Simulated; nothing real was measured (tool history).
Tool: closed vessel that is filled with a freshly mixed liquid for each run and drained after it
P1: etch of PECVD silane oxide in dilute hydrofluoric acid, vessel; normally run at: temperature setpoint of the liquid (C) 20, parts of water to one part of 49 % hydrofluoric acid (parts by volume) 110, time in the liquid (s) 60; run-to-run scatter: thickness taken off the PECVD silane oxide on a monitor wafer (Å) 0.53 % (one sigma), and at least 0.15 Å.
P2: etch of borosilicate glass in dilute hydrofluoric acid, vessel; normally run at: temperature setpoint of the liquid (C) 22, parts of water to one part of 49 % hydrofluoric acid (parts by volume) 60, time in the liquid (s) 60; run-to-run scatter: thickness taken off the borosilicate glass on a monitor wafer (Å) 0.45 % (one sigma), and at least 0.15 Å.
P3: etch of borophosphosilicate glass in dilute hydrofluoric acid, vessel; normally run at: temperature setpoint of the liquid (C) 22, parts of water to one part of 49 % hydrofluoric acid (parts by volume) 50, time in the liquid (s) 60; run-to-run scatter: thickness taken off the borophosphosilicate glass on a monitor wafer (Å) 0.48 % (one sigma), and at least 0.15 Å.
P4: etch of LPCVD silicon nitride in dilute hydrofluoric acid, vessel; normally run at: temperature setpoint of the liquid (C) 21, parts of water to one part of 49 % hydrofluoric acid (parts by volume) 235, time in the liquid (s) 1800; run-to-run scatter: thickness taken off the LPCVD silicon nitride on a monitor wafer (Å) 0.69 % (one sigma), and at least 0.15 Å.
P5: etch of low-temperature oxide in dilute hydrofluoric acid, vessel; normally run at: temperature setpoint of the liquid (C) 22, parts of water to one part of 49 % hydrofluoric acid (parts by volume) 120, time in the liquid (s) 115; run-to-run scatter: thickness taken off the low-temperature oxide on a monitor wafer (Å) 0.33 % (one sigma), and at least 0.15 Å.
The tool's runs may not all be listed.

run	hour	process that ran	temperature setpoint of the liquid (C)	parts of water to one part of 49 % hydrofluoric acid (parts by volume)	time in the liquid (s)	thickness taken off the PECVD silane oxide on a monitor wafer (Å)	thickness taken off the LPCVD silicon nitride on a monitor wafer (Å)	thickness taken off the borosilicate glass on a monitor wafer (Å)	thickness taken off the low-temperature oxide on a monitor wafer (Å)	thickness taken off the borophosphosilicate glass on a monitor wafer (Å)
1	11.1	P1	20	110	60	216.04				
2	22.4	P4	17.5	235	1800		27.483			
3	34.4	P2	22	25	60			1042		
4	48.5	P5	22	120	115				233.13	
5	60.2	P1	20	110	85	305.1				
6	68.1	P5	22	205	115				124.75	
7	80.3	P4	21	235	595		11.628			
8	91.1	P1	20	110	60	217.52				
9	99.3	P1	23.5	110	60	249.47				
10	114.1	P3	22	50	60					627.78
11	126.1	P1	20	110	30	107.58				
12	134.2	P2	22	60	30			206.47		
13	141.5	P4	21	75	1800		106.42			
14	154.5	P4	21	235	1800		34.779			
15	164.6	P1	20	110	60	215.76				
16	172.9	P1	20	110	60	216.38				
17	186.7	P5	22	120	55				110.85	
18	195.7	P3	22	50	60					628.22
19	204.2	P1	20	45	30	283.74				
20	215	P3	22	50	95					986.05
21	225.4	P5	22	120	115				232.03	
22	233.1	P3	22	70	60					437.53
23	243.8	P1	20	110	60	216.41				
24	255.4	P3	17	50	60					505.54
25	270.3	P1	20	20	60	1324.6				
26	283.7	P2	22	60	60			415.14		
27	294.5	P1	20	110	60	217.83				
28	301	P1	20	165	60	136.27				
29	311	P1	20	110	60	217.08				
30	318.4	P5	27.5	120	115				288.26	
31	328.2	P2	17	60	60			334.45		
32	340.9	P1	24.5	110	110	473.95				
33	355.4	P1	17	150	60	134.87				
34	367	P1	17	110	60	192.17				
35	380.9	P1	20	110	60	216.87				
36	394.7	P1	20	110	60	221.03				
37	406.2	P1	20	110	60	223.7				
38	417.3	P1	20	110	60	226.58				
39	430.3	P1	20	110	60	225.35				
40	437.9	P1	20	110	60	226.24				
41	451	P1	20	110	60	229.34				
42	460.6	P1	20	110	60	226.93				
43	475.3	P1	20	110	60	229.85				
44	484.3	P1	20	110	60	228.87				
45	495.1	P1	20	110	60	227.38				
46	505.3	P1	20	110	60	228.3				

What P1 gives has crept away from where it was. These 2 causes fit the log equally well, each at the size given:
A: hydrofluoric acid flow above the setpoint (%) = 5.15
B: liquid hotter than its thermometer reads (K) = 1.39
The creep began at about hour 380.9.

4 check runs are offered, each on 3 wafers whose results are averaged, their results left as question marks. Which one tells the causes apart?
check 1	515.5	P4	21	235	1800		?			
check 2	515.5	P3	22	50	60					?
check 3	515.5	P5	22	120	115				?	
check 4	515.5	P2	22	60	60			?		

What each check would give under each cause:
check	result	if A	if B
check 1	thickness taken off the LPCVD silicon nitride on a monitor wafer (Å)	36.304	37.776
check 2	thickness taken off the borophosphosilicate glass on a monitor wafer (Å)	661.96	664.92
check 3	thickness taken off the low-temperature oxide on a monitor wafer (Å)	246.83	246.34
check 4	thickness taken off the borosilicate glass on a monitor wafer (Å)	436.33	437.84
How far apart the two closest causes lie, in the result that separates them most: check 1 3.97 %; check 2 0.45 %; check 3 0.2 %; check 4 0.34 %
Only check 1 tells the causes apart: in the others they would give nearly the same result.

Check 1 was then run and gave: thickness taken off the LPCVD silicon nitride on a monitor wafer (Å) 36.04. Which cause is it?

It is A: hydrofluoric acid flow above the setpoint (%).
